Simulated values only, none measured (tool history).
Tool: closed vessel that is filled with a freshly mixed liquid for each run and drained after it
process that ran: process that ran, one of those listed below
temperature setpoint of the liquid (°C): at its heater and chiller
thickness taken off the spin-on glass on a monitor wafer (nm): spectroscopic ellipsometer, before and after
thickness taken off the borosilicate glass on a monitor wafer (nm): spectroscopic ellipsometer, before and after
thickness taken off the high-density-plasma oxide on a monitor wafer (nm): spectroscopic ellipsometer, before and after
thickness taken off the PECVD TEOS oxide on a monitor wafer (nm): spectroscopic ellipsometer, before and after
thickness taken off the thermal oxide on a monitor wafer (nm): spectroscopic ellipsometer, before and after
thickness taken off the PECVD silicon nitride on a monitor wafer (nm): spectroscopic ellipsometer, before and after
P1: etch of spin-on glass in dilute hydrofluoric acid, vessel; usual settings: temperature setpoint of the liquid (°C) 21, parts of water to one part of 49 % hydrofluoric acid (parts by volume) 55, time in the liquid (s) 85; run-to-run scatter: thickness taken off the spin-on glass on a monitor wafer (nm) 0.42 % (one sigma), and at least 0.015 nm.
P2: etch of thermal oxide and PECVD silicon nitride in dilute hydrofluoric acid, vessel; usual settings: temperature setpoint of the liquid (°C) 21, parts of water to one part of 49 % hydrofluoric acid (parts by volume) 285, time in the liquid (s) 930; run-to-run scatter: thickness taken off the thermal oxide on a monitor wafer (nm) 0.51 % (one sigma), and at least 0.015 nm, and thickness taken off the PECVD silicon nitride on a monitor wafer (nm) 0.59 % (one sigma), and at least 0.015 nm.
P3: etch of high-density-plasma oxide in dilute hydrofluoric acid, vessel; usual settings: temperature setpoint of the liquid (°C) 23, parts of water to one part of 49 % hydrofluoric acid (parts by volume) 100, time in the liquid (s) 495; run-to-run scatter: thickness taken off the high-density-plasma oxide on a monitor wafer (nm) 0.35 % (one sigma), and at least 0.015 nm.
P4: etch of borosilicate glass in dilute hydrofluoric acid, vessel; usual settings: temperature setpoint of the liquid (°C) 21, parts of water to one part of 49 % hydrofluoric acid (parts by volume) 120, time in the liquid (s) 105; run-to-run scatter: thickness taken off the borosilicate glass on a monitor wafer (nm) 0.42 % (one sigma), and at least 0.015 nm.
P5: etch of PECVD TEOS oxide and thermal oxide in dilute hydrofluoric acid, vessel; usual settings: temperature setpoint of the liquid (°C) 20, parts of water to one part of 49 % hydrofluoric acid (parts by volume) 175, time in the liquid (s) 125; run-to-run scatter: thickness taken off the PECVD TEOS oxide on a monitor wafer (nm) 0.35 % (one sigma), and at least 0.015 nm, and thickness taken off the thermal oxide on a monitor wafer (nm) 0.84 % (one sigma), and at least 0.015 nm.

run,hour,process that ran,temperature setpoint of the liquid (°C),parts of water to one part of 49 % hydrofluoric acid (parts by volume),time in the liquid (s),thickness taken off the spin-on glass on a monitor wafer (nm),thickness taken off the borosilicate glass on a monitor wafer (nm),thickness taken off the high-density-plasma oxide on a monitor wafer (nm),thickness taken off the PECVD TEOS oxide on a monitor wafer (nm),thickness taken off the thermal oxide on a monitor wafer (nm),thickness taken off the PECVD silicon nitride on a monitor wafer (nm)
1,4.5,P1,21,55,85,33.429,,,,,
2,9.2,P1,21,55,85,33.257,,,,,
3,11.5,P1,21,85,85,20.889,,,,,
4,15,P4,21,180,105,,9.0473,,,,
5,19,P1,17,55,85,28.074,,,,,
6,21.5,P1,21,55,30,11.765,,,,,
7,24,P1,21,100,145,29.671,,,,,
8,28.3,P3,17,100,495,,,18.595,,,
9,31,P5,20,175,35,,,,3.087,0.79835,
10,33.7,P1,21,20,85,95.943,,,,,
11,37.1,P4,17,120,105,,12.257,,,,
12,41.6,P1,21,55,85,33.576,,,,,
13,45.3,P4,21,120,55,,7.5805,,,,
14,49.7,P2,21,285,930,,,,,11.996,4.7286
15,52.6,P1,21,55,85,33.18,,,,,
16,56.7,P1,21,55,85,33.335,,,,,
17,59.8,P2,21,285,930,,,,,11.847,4.7033
18,64.2,P3,23,140,495,,,16.19,,,
19,68.4,P1,28,95,85,24.319,,,,,
20,71.6,P1,21,25,125,112.49,,,,,
21,76.5,P5,20,110,125,,,,18.643,4.9096,
22,79.8,P1,29,55,85,46.296,,,,,
# hour 81.5: hydrofluoric acid flow meter replaced
23,84.7,P1,21,55,165,64.38,,,,,
24,89.2,P5,20,175,125,,,,10.905,2.9267,
25,94.4,P2,21,285,30,,,,,0.38866,0.1618
26,98.3,P5,25.5,175,125,,,,13.46,3.5449,
27,102.6,P2,21,140,930,,,,,28.092,9.4551
28,107.3,P3,23,100,495,,,23.696,,,
29,109.8,P2,17,285,930,,,,,10.311,3.6219
30,112.2,P4,21,120,105,,14.402,,,,
31,116,P3,23,100,990,,,47.709,,,
32,119.2,P1,21,55,85,33.267,,,,,
33,122.3,P1,21,55,85,32.523,,,,,
34,126.3,P1,21,55,85,31.932,,,,,
35,131.4,P1,21,55,85,31.457,,,,,
36,135,P1,21,55,85,31.193,,,,,
37,138.6,P1,21,55,85,31.284,,,,,
38,142.3,P1,21,55,85,30.928,,,,,
39,145.4,P1,21,55,85,31.046,,,,,
40,149.8,P1,21,55,85,30.773,,,,,
41,153.2,P1,21,55,85,31.157,,,,,

What P1 gives has crept away from where it was. These 2 causes fit the log equally well, each at the size given:
A: hydrofluoric acid flow below the setpoint (%) = 6.8
B: liquid colder than its thermometer reads (K) = 1.79
The creep began at about hour 119.2.

4 check runs are offered, each on 2 wafers whose results are averaged, their results left as question marks. Which one tells the causes apart?
check 1,156.6,P3,17,100,495,,,?,,,
check 2,156.6,P5,20,115,75,,,,?,?,
check 3,156.6,P4,17,120,105,,?,,,,
check 4,156.6,P2,21,285,450,,,,,?,?

What each check would give under each cause:
check,result,if A,if B
check 1,thickness taken off the high-density-plasma oxide on a monitor wafer (nm),17.192,17.224
check 2,thickness taken off the PECVD TEOS oxide on a monitor wafer (nm),9.8115,9.8715
check 2,thickness taken off the thermal oxide on a monitor wafer (nm),2.5798,2.5956
check 3,thickness taken off the borosilicate glass on a monitor wafer (nm),11.339,11.384
check 4,thickness taken off the thermal oxide on a monitor wafer (nm),5.2779,5.4043
check 4,thickness taken off the PECVD silicon nitride on a monitor wafer (nm),2.1299,2.0349
How far apart the two closest causes lie, in the result that separates them most: check 1 0.19 %; check 2 0.61 %; check 3 0.4 %; check 4 4.56 %
Only check 4 tells the causes apart: in the others they would give nearly the same result.

Check 4 was then run and gave: thickness taken off the thermal oxide on a monitor wafer (nm) 5.3018; thickness taken off the PECVD silicon nitride on a monitor wafer (nm) 2.1417. Which cause is it?

It is A: hydrofluoric acid flow below the setpoint (%).

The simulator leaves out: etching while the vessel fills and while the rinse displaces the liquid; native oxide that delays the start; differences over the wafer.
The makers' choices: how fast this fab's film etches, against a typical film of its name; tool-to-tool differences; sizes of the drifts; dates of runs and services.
